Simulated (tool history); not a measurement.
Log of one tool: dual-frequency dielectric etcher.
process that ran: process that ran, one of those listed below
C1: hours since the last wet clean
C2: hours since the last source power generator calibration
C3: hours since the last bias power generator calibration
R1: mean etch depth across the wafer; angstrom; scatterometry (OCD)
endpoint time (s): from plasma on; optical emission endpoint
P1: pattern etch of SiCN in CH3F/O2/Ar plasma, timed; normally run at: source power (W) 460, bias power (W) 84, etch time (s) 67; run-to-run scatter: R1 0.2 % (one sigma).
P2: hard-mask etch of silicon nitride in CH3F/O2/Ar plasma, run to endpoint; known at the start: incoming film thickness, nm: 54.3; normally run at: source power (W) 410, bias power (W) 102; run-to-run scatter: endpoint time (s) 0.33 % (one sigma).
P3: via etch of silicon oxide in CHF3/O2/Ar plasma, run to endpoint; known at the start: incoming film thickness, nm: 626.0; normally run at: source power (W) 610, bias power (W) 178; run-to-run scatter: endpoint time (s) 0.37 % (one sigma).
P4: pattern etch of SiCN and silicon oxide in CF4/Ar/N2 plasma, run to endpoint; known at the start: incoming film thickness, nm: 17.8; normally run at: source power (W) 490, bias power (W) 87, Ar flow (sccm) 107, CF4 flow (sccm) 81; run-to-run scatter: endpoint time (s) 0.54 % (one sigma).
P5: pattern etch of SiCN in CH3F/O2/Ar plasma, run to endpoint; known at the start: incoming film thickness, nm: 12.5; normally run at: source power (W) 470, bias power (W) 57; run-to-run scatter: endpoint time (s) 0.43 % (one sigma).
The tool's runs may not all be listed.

{"run": 1, "hour": 2.3, "process that ran": "P1", "source power (W)": 460, "bias power (W)": 84, "etch time (s)": 67, "C1": 56.5, "C2": 1171.8, "C3": 1443.3, "R1": 282.15}
{"run": 2, "hour": 4.9, "process that ran": "P3", "source power (W)": 610, "bias power (W)": 245, "C1": 59.1, "C2": 1174.4, "C3": 1445.9, "endpoint time (s)": 281.41}
{"run": 3, "hour": 7.3, "process that ran": "P3", "source power (W)": 610, "bias power (W)": 178, "C1": 61.5, "C2": 1176.8, "C3": 1448.3, "endpoint time (s)": 316.03}
{"run": 4, "hour": 12.5, "process that ran": "P1", "source power (W)": 460, "bias power (W)": 60, "etch time (s)": 67, "C1": 66.7, "C2": 1182, "C3": 1453.5, "R1": 251.32}
{"run": 5, "hour": 15.8, "process that ran": "P1", "source power (W)": 460, "bias power (W)": 84, "etch time (s)": 67, "C1": 70, "C2": 1185.3, "C3": 1456.8, "R1": 282.89}
{"run": 6, "hour": 18.3, "process that ran": "P3", "source power (W)": 850, "bias power (W)": 178, "C1": 72.5, "C2": 1187.8, "C3": 1459.3, "endpoint time (s)": 277.88}
{"run": 7, "hour": 22.3, "process that ran": "P1", "source power (W)": 460, "bias power (W)": 84, "etch time (s)": 67, "C1": 76.5, "C2": 1191.8, "C3": 1463.3, "R1": 281.93}
{"run": 8, "hour": 25.1, "process that ran": "P4", "source power (W)": 490, "bias power (W)": 87, "Ar flow (sccm)": 107, "CF4 flow (sccm)": 109, "C1": 79.3, "C2": 1194.6, "C3": 1466.1, "endpoint time (s)": 17.249}
{"run": 9, "hour": 28.2, "process that ran": "P1", "source power (W)": 460, "bias power (W)": 84, "etch time (s)": 41, "C1": 82.4, "C2": 1197.7, "C3": 1469.2, "R1": 172.76}
{"run": 10, "hour": 31.9, "process that ran": "P1", "source power (W)": 460, "bias power (W)": 84, "etch time (s)": 98, "C1": 86.1, "C2": 1201.4, "C3": 1472.9, "R1": 414.27}
{"run": 11, "hour": 34.1, "process that ran": "P1", "source power (W)": 460, "bias power (W)": 109, "etch time (s)": 67, "C1": 88.3, "C2": 1203.6, "C3": 1475.1, "R1": 312.76}
{"run": 12, "hour": 38.8, "process that ran": "P1", "source power (W)": 640, "bias power (W)": 103, "etch time (s)": 67, "C1": 93, "C2": 1208.3, "C3": 1479.8, "R1": 343.98}
{"run": 13, "hour": 41.5, "process that ran": "P2", "source power (W)": 410, "bias power (W)": 134, "C1": 95.7, "C2": 1211, "C3": 1482.5, "endpoint time (s)": 66.217}
{"run": 14, "hour": 45.4, "process that ran": "P2", "source power (W)": 410, "bias power (W)": 102, "C1": 99.6, "C2": 1214.9, "C3": 1486.4, "endpoint time (s)": 73.319}
{"run": 15, "hour": 50.6, "process that ran": "P1", "source power (W)": 310, "bias power (W)": 84, "etch time (s)": 67, "C1": 104.8, "C2": 1220.1, "C3": 1491.6, "R1": 243.78}
{"run": 16, "hour": 52.9, "process that ran": "P1", "source power (W)": 460, "bias power (W)": 84, "etch time (s)": 67, "C1": 107.1, "C2": 1222.4, "C3": 1493.9, "R1": 282.22}
{"run": 17, "hour": 56.4, "process that ran": "P3", "source power (W)": 610, "bias power (W)": 178, "C1": 110.6, "C2": 1225.9, "C3": 1497.4, "endpoint time (s)": 317.55}
{"run": 18, "hour": 60.8, "process that ran": "P1", "source power (W)": 460, "bias power (W)": 84, "etch time (s)": 67, "C1": 115, "C2": 1230.3, "C3": 1501.8, "R1": 284.03}
{"run": 19, "hour": 64.0, "process that ran": "P4", "source power (W)": 490, "bias power (W)": 87, "Ar flow (sccm)": 130, "CF4 flow (sccm)": 81, "C1": 118.2, "C2": 1233.5, "C3": 1505, "endpoint time (s)": 18.281}
{"run": 20, "hour": 67.5, "process that ran": "P1", "source power (W)": 460, "bias power (W)": 84, "etch time (s)": 67, "C1": 121.7, "C2": 1237, "C3": 1508.5, "R1": 282.41}
{"run": 21, "hour": 70.0, "process that ran": "P2", "source power (W)": 250, "bias power (W)": 102, "C1": 124.2, "C2": 1239.5, "C3": 1511, "endpoint time (s)": 87.977}
{"run": 22, "hour": 75.2, "process that ran": "P4", "source power (W)": 310, "bias power (W)": 87, "Ar flow (sccm)": 107, "CF4 flow (sccm)": 81, "C1": 129.4, "C2": 1244.7, "C3": 1516.2, "endpoint time (s)": 26.443}
{"run": 23, "hour": 78.3, "process that ran": "P4", "source power (W)": 490, "bias power (W)": 87, "Ar flow (sccm)": 107, "CF4 flow (sccm)": 81, "C1": 132.5, "C2": 1247.8, "C3": 1519.3, "endpoint time (s)": 17.678}
{"run": 24, "hour": 82.9, "process that ran": "P4", "source power (W)": 490, "bias power (W)": 55, "Ar flow (sccm)": 107, "CF4 flow (sccm)": 81, "C1": 137.1, "C2": 1252.4, "C3": 1523.9, "endpoint time (s)": 20.795}
{"run": 25, "hour": 86.8, "process that ran": "P5", "source power (W)": 470, "bias power (W)": 57, "C1": 141, "C2": 1256.3, "C3": 1527.8, "endpoint time (s)": 33.679}
{"run": 26, "hour": 91.4, "process that ran": "P5", "source power (W)": 470, "bias power (W)": 35, "C1": 145.6, "C2": 1260.9, "C3": 1532.4, "endpoint time (s)": 39.757}
{"run": 27, "hour": 95.7, "process that ran": "P5", "source power (W)": 600, "bias power (W)": 57, "C1": 149.9, "C2": 1265.2, "C3": 1536.7, "endpoint time (s)": 30.984}
{"run": 28, "hour": 100.6, "process that ran": "P1", "source power (W)": 620, "bias power (W)": 84, "etch time (s)": 67, "C1": 154.8, "C2": 1270.1, "C3": 1541.6, "R1": 316.11}
{"run": 29, "hour": 103.7, "process that ran": "P4", "source power (W)": 490, "bias power (W)": 87, "Ar flow (sccm)": 107, "CF4 flow (sccm)": 81, "C1": 157.9, "C2": 1273.2, "C3": 1544.7, "endpoint time (s)": 17.792}
{"run": 30, "hour": 107.7, "process that ran": "P1", "source power (W)": 460, "bias power (W)": 84, "etch time (s)": 67, "C1": 161.9, "C2": 1277.2, "C3": 1548.7, "R1": 283.56}
{"run": 31, "hour": 111.8, "process that ran": "P1", "source power (W)": 460, "bias power (W)": 84, "etch time (s)": 67, "C1": 166, "C2": 1281.3, "C3": 1552.8, "R1": 281.47}
{"run": 32, "hour": 115.7, "process that ran": "P1", "source power (W)": 460, "bias power (W)": 84, "etch time (s)": 67, "C1": 169.9, "C2": 1285.2, "C3": 1556.7, "R1": 283.9}
{"run": 33, "hour": 118.3, "process that ran": "P1", "source power (W)": 460, "bias power (W)": 84, "etch time (s)": 67, "C1": 172.5, "C2": 1287.8, "C3": 1559.3, "R1": 285.8}
{"run": 34, "hour": 122.8, "process that ran": "P1", "source power (W)": 460, "bias power (W)": 84, "etch time (s)": 67, "C1": 177, "C2": 1292.3, "C3": 1563.8, "R1": 284.67}
{"run": 35, "hour": 127.5, "process that ran": "P1", "source power (W)": 460, "bias power (W)": 84, "etch time (s)": 67, "C1": 181.7, "C2": 1297, "C3": 1568.5, "R1": 286.13}
{"hour": 127.7, "done": "wet clean of the chamber"}
{"run": 36, "hour": 131.0, "process that ran": "P1", "source power (W)": 460, "bias power (W)": 84, "etch time (s)": 67, "C1": 3.4, "C2": 1300.5, "C3": 1572, "R1": 285.89}
{"run": 37, "hour": 135.7, "process that ran": "P1", "source power (W)": 460, "bias power (W)": 84, "etch time (s)": 67, "C1": 8.1, "C2": 1305.2, "C3": 1576.7, "R1": 286.67}

Run 38 comes next. What will it give?
{"run": 38, "hour": 140.8, "process that ran": "P1", "source power (W)": 460, "bias power (W)": 84, "etch time (s)": 67, "C1": 13.2, "C2": 1310.3, "C3": 1581.8, "R1": "?"}

R1: 286.08 angstrom
